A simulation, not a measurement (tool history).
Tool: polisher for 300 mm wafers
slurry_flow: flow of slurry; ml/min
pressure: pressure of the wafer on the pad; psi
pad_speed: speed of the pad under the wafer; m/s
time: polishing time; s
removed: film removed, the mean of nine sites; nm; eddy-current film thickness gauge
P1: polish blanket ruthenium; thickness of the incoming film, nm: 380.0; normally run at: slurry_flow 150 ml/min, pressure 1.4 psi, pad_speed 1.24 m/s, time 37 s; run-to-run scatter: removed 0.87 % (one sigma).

run    day  slurry_flow  pressure  pad_speed  time  wafers polished on this pad  hours since the slurry nozzle was cleaned  hours since the head pressure was calibrated  removed
  1  0.117          150       1.4       1.24    37                          319                                      213.2                                           285   37.545
  2   0.25          150       1.4       1.24    37                          371                                      216.4                                         288.2   36.905
  3  0.421          150       1.4       1.24    37                          438                                      220.5                                         292.3   37.062
  4    0.6          150       1.4       1.24    54                          508                                      224.8                                         296.6   54.887
  5  0.771          150       0.8       1.24    37                          575                                      228.9                                         300.7   21.423
  6  0.858          150       1.4        0.6    37                          609                                        231                                         302.8   18.107
  7  1.021           95       1.4       1.24    17                          673                                      234.9                                         306.7   15.533
  8  1.125          100       1.4       1.24    47                          714                                      237.4                                         309.2   43.851
  9  1.212          150       1.4       1.56    37                          748                                      239.5                                         311.3   47.632
 10  1.379          150       1.4       1.24    37                          814                                      243.5                                         315.3   37.696
 11  1.458          150       2.2       1.24    37                          845                                      245.4                                         317.2   58.841
 12  1.546          225       1.4       1.24    37                          879                                      247.5                                         319.3   39.986
 13  1.671          150       1.4       1.24    17                          928                                      250.5                                         322.3   17.235
 14  1.804          150       1.4       1.24    37                          980                                      253.7                                         325.5   37.758
 15  1.896          150       2.1       1.24    48                         1016                                      255.9                                         327.7   72.923
 16  2.038          150       1.4       1.24    37                         1072                                      259.3                                         331.1    36.93
 17  2.188           90       1.4       1.24    37                         1131                                      262.9                                         334.7   32.942
 18  2.283          150       1.4       1.24    37                         1168                                      265.2                                           337   37.095
 19  2.458          150       1.4       1.24    37                         1237                                      269.4                                         341.2   35.432
 20  2.592          150       1.4       1.24    37                         1289                                      272.6                                         344.4   33.962

The next listed run, before its measurement:
     2.738  -- worn pad replaced by a new one
 21  2.771          150       1.4       1.24    37                           13                                      276.9                                         348.7        ?

Run 21 gave removed 33.866 nm.
